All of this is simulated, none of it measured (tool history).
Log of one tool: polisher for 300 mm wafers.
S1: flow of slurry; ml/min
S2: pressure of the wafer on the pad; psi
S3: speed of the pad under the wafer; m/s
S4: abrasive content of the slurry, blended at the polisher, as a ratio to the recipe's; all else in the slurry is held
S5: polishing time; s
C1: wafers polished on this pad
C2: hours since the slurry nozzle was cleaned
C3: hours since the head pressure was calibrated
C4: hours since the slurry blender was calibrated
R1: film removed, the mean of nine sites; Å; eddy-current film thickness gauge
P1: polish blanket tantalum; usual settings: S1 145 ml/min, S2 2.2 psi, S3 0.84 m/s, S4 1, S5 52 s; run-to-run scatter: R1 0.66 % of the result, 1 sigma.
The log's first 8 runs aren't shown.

run,hour,S1,S2,S3,S4,S5,C1,C2,C3,C4,R1
9,106.6,145,2.2,0.84,1,32,2284,691.1,229.1,180.8,397.84
10,118,145,2.2,0.84,1,69,2440,702.5,240.5,192.2,871.08
11,133,85,2.2,0.84,1,52,2647,717.5,255.5,207.2,577.86
12,144,145,2.2,0.84,1,52,2798,728.5,266.5,218.2,656.36
13,160.9,145,2.2,0.84,1,52,3030,745.4,283.4,235.1,648.88
14,169.4,145,2.2,1.16,1,24,3147,753.9,291.9,243.6,413.88
15,179.8,145,2.2,0.84,1,52,3290,764.3,302.3,254,651.28
16,188,145,2.2,0.84,0.5,52,3403,772.5,310.5,262.2,506.22
17,204.8,205,2.2,0.84,1,72,3634,789.3,327.3,279,949.99
18,213.5,145,3.5,0.84,1,52,3754,798,336,287.7,1049.4
19,221.3,145,2.2,0.84,1,52,3861,805.8,343.8,295.5,654.25
20,236.7,145,2.2,0.84,1,52,4073,821.2,359.2,310.9,638.61

The next listed run, before its measurement:
21,245.8,145,2.2,0.84,1,52,4198,830.3,368.3,320,?

R1: 622.53 Å

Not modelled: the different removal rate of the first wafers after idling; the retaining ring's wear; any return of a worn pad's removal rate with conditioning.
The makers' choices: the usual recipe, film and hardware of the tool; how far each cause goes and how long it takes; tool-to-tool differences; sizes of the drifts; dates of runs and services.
